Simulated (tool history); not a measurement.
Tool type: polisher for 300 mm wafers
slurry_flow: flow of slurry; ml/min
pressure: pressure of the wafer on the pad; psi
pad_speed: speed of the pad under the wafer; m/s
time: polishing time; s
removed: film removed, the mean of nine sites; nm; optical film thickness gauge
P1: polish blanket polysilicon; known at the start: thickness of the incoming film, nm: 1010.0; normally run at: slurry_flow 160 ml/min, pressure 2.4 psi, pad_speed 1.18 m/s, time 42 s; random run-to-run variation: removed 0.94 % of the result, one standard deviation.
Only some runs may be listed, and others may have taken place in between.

{"run": 1, "hour": 13.6, "slurry_flow": 160, "pressure": 2.4, "pad_speed": 1.18, "time": 42, "removed": 377.88}
{"run": 2, "hour": 25.7, "slurry_flow": 160, "pressure": 2.4, "pad_speed": 1.18, "time": 42, "removed": 378.1}
{"run": 3, "hour": 39.8, "slurry_flow": 160, "pressure": 3.2, "pad_speed": 1.18, "time": 42, "removed": 505.58}
{"run": 4, "hour": 49.9, "slurry_flow": 160, "pressure": 2.4, "pad_speed": 1.68, "time": 42, "removed": 536.53}
{"run": 5, "hour": 58.5, "slurry_flow": 220, "pressure": 2.4, "pad_speed": 1.18, "time": 26, "removed": 241.44}
{"run": 6, "hour": 71.3, "slurry_flow": 95, "pressure": 2.4, "pad_speed": 1.18, "time": 42, "removed": 331.87}
{"run": 7, "hour": 80.7, "slurry_flow": 160, "pressure": 2.4, "pad_speed": 1.18, "time": 42, "removed": 375.57}
{"run": 8, "hour": 94.7, "slurry_flow": 160, "pressure": 1.6, "pad_speed": 1.18, "time": 42, "removed": 253.08}
{"run": 9, "hour": 103.6, "slurry_flow": 160, "pressure": 2.4, "pad_speed": 0.54, "time": 42, "removed": 170.01}
{"run": 10, "hour": 120.2, "slurry_flow": 160, "pressure": 2.4, "pad_speed": 1.18, "time": 19, "removed": 170.0}
{"run": 11, "hour": 137.0, "slurry_flow": 160, "pressure": 2.4, "pad_speed": 1.18, "time": 42, "removed": 367.32}
{"run": 12, "hour": 147.1, "slurry_flow": 245, "pressure": 2.4, "pad_speed": 1.18, "time": 42, "removed": 400.29}
{"run": 13, "hour": 162.6, "slurry_flow": 160, "pressure": 2.4, "pad_speed": 1.18, "time": 67, "removed": 602.15}
{"run": 14, "hour": 180.2, "slurry_flow": 240, "pressure": 2.4, "pad_speed": 1.18, "time": 26, "removed": 243.8}
{"run": 15, "hour": 196.1, "slurry_flow": 160, "pressure": 2.4, "pad_speed": 1.18, "time": 42, "removed": 382.18}
{"run": 16, "hour": 210.4, "slurry_flow": 160, "pressure": 2.4, "pad_speed": 1.18, "time": 42, "removed": 368.68}

What will run 17 give?
{"run": 17, "hour": 225.7, "slurry_flow": 160, "pressure": 2.4, "pad_speed": 1.18, "time": 42, "removed": "?"}

Logged for run 17: removed 362.27 nm.
